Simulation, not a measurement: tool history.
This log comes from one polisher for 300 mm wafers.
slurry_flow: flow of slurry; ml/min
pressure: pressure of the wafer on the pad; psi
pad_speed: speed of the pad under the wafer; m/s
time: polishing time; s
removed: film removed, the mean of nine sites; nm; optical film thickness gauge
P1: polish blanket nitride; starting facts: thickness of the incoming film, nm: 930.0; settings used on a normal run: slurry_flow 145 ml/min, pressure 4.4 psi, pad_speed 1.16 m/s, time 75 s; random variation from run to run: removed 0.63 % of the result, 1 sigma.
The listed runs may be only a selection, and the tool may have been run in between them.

run  hour  slurry_flow  pressure  pad_speed  time  removed
  1     2          145       4.4       1.16    75   195.18
  2     5          145       2.4       1.16    75   105.67
  3   7.5          145       4.4       1.82    75   273.93
  4  11.4          145       4.4       1.16    75   193.85
  5    14           85       4.4       1.16    75   170.73
  6  18.3          145       4.4       1.16    75    193.4
  7  22.4          145       4.4       1.16    75   191.93
  8  24.9          145       4.4       1.16    75   191.88
  9  28.4          145       4.4       1.16    47    120.3
 10  31.6          145       4.4       1.16    75    193.3
 11    35          205       4.4        0.9    75   164.99
 12  37.5          145       4.4       0.52    75   102.38
 13  40.1          145       4.4       1.16    75   194.19
 14  42.2          145       6.8       1.16    75   298.93
 15  45.6          205       4.4       1.16    75   203.27
 16  48.8          145       4.4       1.16   117   300.11
 17  52.3          145       4.4       1.16    75   193.66
 18    56          145       4.4       1.16    75   187.23
 19    58          145       4.4       1.16    75   184.22
 20  61.6          145       4.4       1.16    75   182.19
 21  65.4          145       4.4       1.16    75   180.21
 22  68.3          145       4.4       1.16    75   179.77
 23  70.4          145       4.4       1.16    75   178.83
     72.2  -- head pressure recalibrated
 24    73          145       4.4       1.16    75    179.1
 25  76.8          145       4.4       1.16    75   175.59
 26  78.7          145       4.4       1.16    75   177.59
 27  81.7          145       4.4       1.16    75   177.85
 28    85          145       4.4       1.16    75      178

What P1 gives has crept away from where it was. These 2 causes fit the log equally well, each at the size given:
A: slurry flow missing at the pad, % = 32.3
B: removal rate lost through wear of the pad, % = 7.97
The creep began at about hour 52.3.
Ruled out, with reasons:
head's pressure below its setpoint, %: its service at hour 72.2 followed the start of the drift and did not put the process back to its old value

Listed below are the offered check runs, one wafer per run, with question marks in place of results. For which of them would the causes give clearly different outcomes?
check 1  88.3           85       4.4        1.8    75        ?
check 2  88.3          145       5.5       1.16   115        ?
check 3  88.3          145       4.4       1.16   106        ?
check 4  88.3          145       6.7       0.58    75        ?

Check results expected under each cause:
  check   result    if A    if B
check 1  removed  212.68  223.39
check 2  removed  340.31  340.39
check 3  removed  250.94     251
check 4  removed  155.29  155.32
Per check, the gap between the least separated pair of causes, taken in the result that splits them most: check 1 4.91 %; check 2 0.02 %; check 3 0.02 %; check 4 0.02 %
Only check 1 tells the causes apart: in the others they would give nearly the same result.

Then check 1 was run and gave: removed 223.81 nm. Which cause is it?

B is the cause: removal rate lost through wear of the pad, %.

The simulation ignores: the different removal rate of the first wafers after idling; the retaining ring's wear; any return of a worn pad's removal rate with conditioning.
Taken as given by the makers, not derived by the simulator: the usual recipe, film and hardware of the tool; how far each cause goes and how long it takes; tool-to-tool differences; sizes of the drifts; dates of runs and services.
